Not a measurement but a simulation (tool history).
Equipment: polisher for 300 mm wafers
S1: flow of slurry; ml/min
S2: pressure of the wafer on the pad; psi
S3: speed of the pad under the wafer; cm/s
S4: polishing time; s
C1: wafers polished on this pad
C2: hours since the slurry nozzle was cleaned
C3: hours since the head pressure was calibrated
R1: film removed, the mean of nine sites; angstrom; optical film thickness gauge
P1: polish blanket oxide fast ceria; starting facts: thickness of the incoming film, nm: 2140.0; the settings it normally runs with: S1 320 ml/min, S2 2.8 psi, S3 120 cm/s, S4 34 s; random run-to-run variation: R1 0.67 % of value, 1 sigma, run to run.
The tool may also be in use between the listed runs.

| run | day | S1 | S2 | S3 | S4 | C1 | C2 | C3 | R1 |
|---|---|---|---|---|---|---|---|---|---|
| 1 | 0.154 | 320 | 2.8 | 120 | 34 | 376 | 288.2 | 226.5 | 7460.4 |
| 2 | 0.279 | 190 | 2.8 | 120 | 34 | 397 | 291.2 | 229.5 | 6969.1 |
| 3 | 0.512 | 240 | 2.8 | 120 | 52 | 437 | 296.8 | 235.1 | 11122 |
| 4 | 0.675 | 320 | 2.8 | 120 | 34 | 465 | 300.7 | 239 | 7487.4 |
| 5 | 0.838 | 320 | 2.8 | 64 | 34 | 493 | 304.6 | 242.9 | 3973.9 |
| 6 | 1.071 | 320 | 2.8 | 120 | 19 | 532 | 310.2 | 248.5 | 4135.4 |
| 7 | 1.196 | 320 | 2.8 | 190 | 34 | 554 | 313.2 | 251.5 | 11732 |
| 8 | 1.433 | 320 | 2.8 | 120 | 34 | 595 | 318.9 | 257.2 | 7440.1 |
| 9 | 1.633 | 320 | 2.8 | 120 | 34 | 629 | 323.7 | 262 | 7423.5 |
| 10 | 1.775 | 215 | 2.8 | 90 | 34 | 653 | 327.1 | 265.4 | 5344.6 |
| 11 | 1.925 | 320 | 2.8 | 120 | 53 | 679 | 330.7 | 269 | 11623 |
| 12 | 2.079 | 480 | 2.8 | 120 | 34 | 705 | 334.4 | 272.7 | 7614.2 |
| 13 | 2.196 | 320 | 1.5 | 120 | 34 | 725 | 337.2 | 275.5 | 3973 |

Run 14, settings as shown, results not yet in. Your forecast:
| 14 | 2.346 | 320 | 4.4 | 120 | 34 | 751 | 340.8 | 279.1 | ? |

R1: 11631 angstrom
